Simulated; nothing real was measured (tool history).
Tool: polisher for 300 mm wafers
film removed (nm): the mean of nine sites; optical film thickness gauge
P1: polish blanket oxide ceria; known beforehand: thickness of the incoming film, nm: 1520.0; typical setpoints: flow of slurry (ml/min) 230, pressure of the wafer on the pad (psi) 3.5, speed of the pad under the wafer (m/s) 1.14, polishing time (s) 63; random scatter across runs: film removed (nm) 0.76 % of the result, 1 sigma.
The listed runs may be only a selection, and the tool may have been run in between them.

run,hour,flow of slurry (ml/min),pressure of the wafer on the pad (psi),speed of the pad under the wafer (m/s),polishing time (s),wafers polished on this pad,hours since the slurry nozzle was cleaned,hours since the head pressure was calibrated,film removed (nm)
1,14.5,230,3.5,1.14,63,375,556.9,81.7,308.26
2,22.2,230,1.6,1.14,63,443,564.6,89.4,141.57
3,38,230,3.5,1.14,63,582,580.4,105.2,306.26
4,53.1,140,5,1.14,63,715,595.5,120.3,405.9
5,67.3,230,3.5,1.6,63,840,609.7,134.5,428.88
6,80.9,140,3.5,1.14,63,959,623.3,148.1,283.02
7,88.3,230,3.5,1.14,63,1025,630.7,155.5,307.78
8,105.4,230,3.5,1.14,79,1175,647.8,172.6,389.28
9,117.1,230,3.5,0.64,63,1278,659.5,184.3,174.25
10,132.9,300,3.5,1.14,63,1417,675.3,200.1,316.61
11,147.7,230,3.5,1.14,63,1547,690.1,214.9,306.76
12,155.1,230,3.5,1.14,63,1613,697.5,222.3,304.54
13,168.2,230,5.5,1.14,63,1728,710.6,235.4,482.91
14,177.8,230,3.5,1.14,42,1812,720.2,245,206.42
15,186.9,230,3.5,1.14,63,1893,729.3,254.1,309.16
16,194.8,230,3.5,1.14,63,1962,737.2,262,302.45
17,205.9,230,3.5,1.14,63,2060,748.3,273.1,306.08
18,219.1,230,3.5,1.14,63,2176,761.5,286.3,295.87
19,229.1,230,3.5,1.14,63,2264,771.5,296.3,299.28
20,244.5,230,3.5,1.14,63,2400,786.9,311.7,297.45
# hour 253.5: worn pad replaced by a new one
21,255.4,230,3.5,1.14,63,17,797.8,322.6,293.83
22,268.2,230,3.5,1.14,63,130,810.6,335.4,294.27
23,281.1,230,3.5,1.14,63,243,823.5,348.3,295.9

What P1 gives has crept off from where it sat before. The 2 causes that follow fit the log equally well, each at the size noted:
A: slurry flow missing at the pad, % = 28
B: head's pressure below its setpoint, % = 4.36
The onset of the drift is placed at about hour 186.9.
Every other cause this tool's parts could produce, and why it does not fit the log:
removal rate lost through wear of the pad, %: its service at hour 253.5 followed the start of the drift and did not put the process back to its old value

Consider the 4 check runs below, whose results appear as question marks and each of which averages 5 wafers. Which one distinguishes the causes, in that each cause would give it a clearly different result?
check 1,294,140,3.5,1.14,63,,,,?
check 2,294,230,5.3,1.56,63,,,,?
check 3,294,230,2.5,0.86,63,,,,?
check 4,294,230,3.5,1.5,63,,,,?

What each check would give under each cause:
check,result,if A,if B
check 1,film removed (nm),266.78,273.7
check 2,film removed (nm),610.2,610.11
check 3,film removed (nm),158.67,158.65
check 4,film removed (nm),387.46,387.41
Separation of the two closest causes in each check, using whichever result separates them best: check 1 2.56 %; check 2 0.01 %; check 3 0.01 %; check 4 0.01 %
Only in check 1 would the causes give clearly different results; in the remaining checks their results would be nearly the same.

After running check 1, the following was obtained: film removed (nm) 264.79. Which cause does this point to?

Of the candidate causes, it is A: slurry flow missing at the pad, %.
